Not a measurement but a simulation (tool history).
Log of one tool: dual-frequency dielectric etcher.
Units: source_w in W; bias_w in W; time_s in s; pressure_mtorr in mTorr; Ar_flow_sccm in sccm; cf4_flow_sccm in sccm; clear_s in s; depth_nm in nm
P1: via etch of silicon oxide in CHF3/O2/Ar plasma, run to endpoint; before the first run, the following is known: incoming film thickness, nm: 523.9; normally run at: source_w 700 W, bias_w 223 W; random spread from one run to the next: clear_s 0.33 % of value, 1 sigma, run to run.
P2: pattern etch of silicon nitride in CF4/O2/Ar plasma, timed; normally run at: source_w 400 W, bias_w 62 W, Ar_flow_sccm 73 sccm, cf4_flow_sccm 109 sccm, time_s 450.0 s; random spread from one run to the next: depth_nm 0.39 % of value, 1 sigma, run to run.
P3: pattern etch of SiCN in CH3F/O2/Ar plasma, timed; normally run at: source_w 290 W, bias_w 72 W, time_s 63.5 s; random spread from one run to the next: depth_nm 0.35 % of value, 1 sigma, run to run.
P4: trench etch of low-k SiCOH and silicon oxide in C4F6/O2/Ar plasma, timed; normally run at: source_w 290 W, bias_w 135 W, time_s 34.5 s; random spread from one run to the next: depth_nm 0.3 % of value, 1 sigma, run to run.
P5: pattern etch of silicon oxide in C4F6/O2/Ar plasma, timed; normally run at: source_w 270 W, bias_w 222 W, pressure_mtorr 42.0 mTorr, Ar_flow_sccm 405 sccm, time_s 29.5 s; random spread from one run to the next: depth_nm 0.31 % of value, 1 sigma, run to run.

run   hour  process  source_w  bias_w  time_s  pressure_mtorr  Ar_flow_sccm  cf4_flow_sccm  hours since the last wet clean  hours since the last source power generator calibration  hours since the last bias power generator calibration  clear_s  depth_nm
  1   11.5       P1       700     223                                                                                364.4                                                   2019.2                                                 2488.2   223.60
  2   24.8       P4       210     135    34.5                                                                        377.7                                                   2032.5                                                 2501.5             77.566
  3   37.1       P5       270     222    16.0            42.0           405                                          390.0                                                   2044.8                                                 2513.8             41.707
  4   53.0       P2       400      62   607.5                            73            109                           405.9                                                   2060.7                                                 2529.7           1062.000
  5   67.8       P1       700     223                                                                                420.7                                                   2075.5                                                 2544.5   223.20
  6   81.6       P5       270     222    29.5            42.0           405                                          434.5                                                   2089.3                                                 2558.3             77.257
  7   90.7       P1       700     223                                                                                443.6                                                   2098.4                                                 2567.4   222.94
  8  101.5       P5       270     222    29.5            42.0           405                                          454.4                                                   2109.2                                                 2578.2             77.020
  9  116.1       P5       270     222    29.5            42.0           331                                          469.0                                                   2123.8                                                 2592.8             79.007
 10  125.1       P2       400      62   450.0                            73            109                           478.0                                                   2132.8                                                 2601.8            789.920
 11  134.5       P5       270     285    29.5            42.0           405                                          487.4                                                   2142.2                                                 2611.2             84.061
 12  150.1       P3       220      72    63.5                                                                        503.0                                                   2157.8                                                 2626.8             20.134
 13  165.6       P1       700     311                                                                                518.5                                                   2173.3                                                 2642.3   198.58
 14  182.2       P3       290      72    82.5                                                                        535.1                                                   2189.9                                                 2658.9             29.205
 15  189.6       P5       150     222    29.5            42.0           405                                          542.5                                                   2197.3                                                 2666.3             61.512
 16  205.3       P2       400      47   450.0                            73            109                           558.2                                                   2213.0                                                 2682.0            712.980
 17  218.5       P1       700     223                                                                                571.4                                                   2226.2                                                 2695.2   222.78
 18  233.6       P2       400      62   450.0                            73            109                           586.5                                                   2241.3                                                 2710.3            784.880
 19  241.5       P1       420     223                                                                                594.4                                                   2249.2                                                 2718.2   270.25
 20  258.2       P1       700     223                                                                                611.1                                                   2265.9                                                 2734.9   221.83
 21  272.4       P3       290      94    63.5                                                                        625.3                                                   2280.1                                                 2749.1             24.694
 22  282.2       P4       290     135    25.5                                                                        635.1                                                   2289.9                                                 2758.9             65.281
 23  293.2       P1       700     172                                                                                646.1                                                   2300.9                                                 2769.9   244.49
 24  308.6       P2       400      62   450.0                            49            109                           661.5                                                   2316.3                                                 2785.3            810.680
 25  320.2       P1       430     143                                                                                673.1                                                   2327.9                                                 2796.9   311.78
 26  333.3       P4       290     135    34.5                                                                        686.2                                                   2341.0                                                 2810.0             88.419
 27  341.2       P2       400      62   450.0                            73            145                           694.1                                                   2348.9                                                 2817.9            807.760
 28  353.5       P3       290      72    63.5                                                                        706.4                                                   2361.2                                                 2830.2             22.285
 29  364.0       P5       270     222    29.5            33.5           405                                          716.9                                                   2371.7                                                 2840.7             79.212
 30  375.3       P2       500      62   450.0                            73            109                           728.2                                                   2383.0                                                 2852.0            951.130
 31  383.8       P4       290      80    34.5                                                                        736.7                                                   2391.5                                                 2860.5             76.017
 32  393.0       P1       960     223                                                                                745.9                                                   2400.7                                                 2869.7   198.28
 33  404.4       P1       700     223                                                                                757.3                                                   2412.1                                                 2881.1   222.80
 34  414.4       P1       700     223                                                                                767.3                                                   2422.1                                                 2891.1   224.46
 35  423.3       P1       700     223                                                                                776.2                                                   2431.0                                                 2900.0   226.60
 36  431.3       P1       700     223                                                                                784.2                                                   2439.0                                                 2908.0   225.16
 37  444.4       P1       700     223                                                                                797.3                                                   2452.1                                                 2921.1   226.04
 38  454.9       P1       700     223                                                                                807.8                                                   2462.6                                                 2931.6   225.57
 39  470.4       P1       700     223                                                                                823.3                                                   2478.1                                                 2947.1   226.69
     474.8  -- wet clean of the chamber
 40  485.9       P1       700     223                                                                                 11.1                                                   2493.6                                                 2962.6   226.79
 41  502.6       P1       700     223                                                                                 27.8                                                   2510.3                                                 2979.3   226.51

P1 has crept away from where it was. The log is fitted equally well by each of these 2 causes, at the sizes shown:
A: bias power that arrives under what is set, % = 4.7
B: source power that arrives under what is set, % = 4.29
The onset of the drift is placed at about hour 404.4.
Every other cause this tool's parts could produce, and why it does not fit the log:
chamber walls in a state that lowers the etch rate, %: serviced at hour 474.8, after the drift had started, without restoring the earlier output

Consider the 4 check runs below, whose results appear as question marks and each of which averages 2 wafers. Which one distinguishes the causes, in that each cause would give it a clearly different result?
check 1  519.3       P2       470      62   450.0                            54            109                                                                                                                                                                  ?
check 2  519.3       P5       270     222    19.5            42.0           405                                                                                                                                                                                 ?
check 3  519.3       P3       290      90    63.5                                                                                                                                                                                                               ?
check 4  519.3       P4       290      95    34.5                                                                                                                                                                                                               ?

Predicted outcomes, by check and by cause:
  check    result     if A     if B
check 1  depth_nm  913.310  894.470
check 2  depth_nm   50.137   50.112
check 3  depth_nm   23.845   23.891
check 4  depth_nm   78.499   78.157
How far apart the two closest causes lie, in the result that separates them most: check 1 2.08 %; check 2 0.05 %; check 3 0.19 %; check 4 0.44 %
Check 1 is the one run that separates the causes; every other check would come out nearly the same whichever cause is at work.

With check 1 done, the readings were: depth_nm 899.040 nm. Identify which of the listed causes applies.

The cause is B: source power that arrives under what is set, %.
